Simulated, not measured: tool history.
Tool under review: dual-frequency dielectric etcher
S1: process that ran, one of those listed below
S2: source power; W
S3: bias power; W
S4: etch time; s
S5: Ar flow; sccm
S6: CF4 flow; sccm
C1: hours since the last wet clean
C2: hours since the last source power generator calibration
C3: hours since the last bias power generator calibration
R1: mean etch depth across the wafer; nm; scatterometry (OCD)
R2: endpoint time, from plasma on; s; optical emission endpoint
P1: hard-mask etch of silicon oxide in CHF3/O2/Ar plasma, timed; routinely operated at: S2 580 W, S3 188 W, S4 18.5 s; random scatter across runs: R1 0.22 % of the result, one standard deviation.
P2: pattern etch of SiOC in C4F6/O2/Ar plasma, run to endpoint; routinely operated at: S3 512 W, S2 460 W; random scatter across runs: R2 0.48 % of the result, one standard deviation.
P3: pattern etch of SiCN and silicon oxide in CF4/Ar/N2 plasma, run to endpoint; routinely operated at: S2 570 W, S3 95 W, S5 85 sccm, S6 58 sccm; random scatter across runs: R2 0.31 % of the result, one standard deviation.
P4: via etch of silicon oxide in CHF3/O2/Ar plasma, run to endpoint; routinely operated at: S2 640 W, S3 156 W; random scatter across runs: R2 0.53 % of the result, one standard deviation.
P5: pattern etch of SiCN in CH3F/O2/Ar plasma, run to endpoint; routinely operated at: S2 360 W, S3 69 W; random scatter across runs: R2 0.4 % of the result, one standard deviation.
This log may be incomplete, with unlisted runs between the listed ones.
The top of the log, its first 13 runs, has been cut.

{"run": 14, "hour": 134.6, "S1": "P5", "S2": 230, "S3": 69, "C1": 60.1, "C2": 2021.1, "C3": 2836.3, "R2": 30.468}
{"run": 15, "hour": 146.1, "S1": "P1", "S2": 580, "S3": 128, "S4": 18.5, "C1": 71.6, "C2": 2032.6, "C3": 2847.8, "R1": 30.691}
{"run": 16, "hour": 153.5, "S1": "P1", "S2": 580, "S3": 188, "S4": 18.5, "C1": 79.0, "C2": 2040.0, "C3": 2855.2, "R1": 34.842}
{"run": 17, "hour": 161.2, "S1": "P2", "S2": 360, "S3": 512, "C1": 86.7, "C2": 2047.7, "C3": 2862.9, "R2": 11.34}
{"run": 18, "hour": 171.1, "S1": "P1", "S2": 580, "S3": 188, "S4": 18.5, "C1": 96.6, "C2": 2057.6, "C3": 2872.8, "R1": 35.032}
{"run": 19, "hour": 178.1, "S1": "P1", "S2": 580, "S3": 188, "S4": 27.5, "C1": 103.6, "C2": 2064.6, "C3": 2879.8, "R1": 51.856}
{"run": 20, "hour": 189.0, "S1": "P5", "S2": 360, "S3": 94, "C1": 114.5, "C2": 2075.5, "C3": 2890.7, "R2": 23.178}
{"run": 21, "hour": 200.5, "S1": "P3", "S2": 420, "S3": 95, "S5": 85, "S6": 58, "C1": 126.0, "C2": 2087.0, "C3": 2902.2, "R2": 18.096}
{"run": 22, "hour": 210.1, "S1": "P1", "S2": 580, "S3": 188, "S4": 18.5, "C1": 135.6, "C2": 2096.6, "C3": 2911.8, "R1": 34.889}
{"run": 23, "hour": 220.6, "S1": "P5", "S2": 360, "S3": 69, "C1": 146.1, "C2": 2107.1, "C3": 2922.3, "R2": 25.857}
{"run": 24, "hour": 230.7, "S1": "P2", "S2": 460, "S3": 309, "C1": 156.2, "C2": 2117.2, "C3": 2932.4, "R2": 12.529}
{"run": 25, "hour": 239.7, "S1": "P3", "S2": 570, "S3": 132, "S5": 85, "S6": 58, "C1": 165.2, "C2": 2126.2, "C3": 2941.4, "R2": 12.34}
{"run": 26, "hour": 245.2, "S1": "P1", "S2": 580, "S3": 255, "S4": 18.5, "C1": 170.7, "C2": 2131.7, "C3": 2946.9, "R1": 38.685}
{"run": 27, "hour": 253.9, "S1": "P3", "S2": 570, "S3": 95, "S5": 85, "S6": 58, "C1": 179.4, "C2": 2140.4, "C3": 2955.6, "R2": 13.862}
{"run": 28, "hour": 260.6, "S1": "P4", "S2": 460, "S3": 156, "C1": 186.1, "C2": 2147.1, "C3": 2962.3, "R2": 337.13}

What will run 29 give?
{"run": 29, "hour": 269.0, "S1": "P1", "S2": 580, "S3": 188, "S4": 18.5, "C1": 194.5, "C2": 2155.5, "C3": 2970.7, "R1": "?"}

R1: 34.890 nm
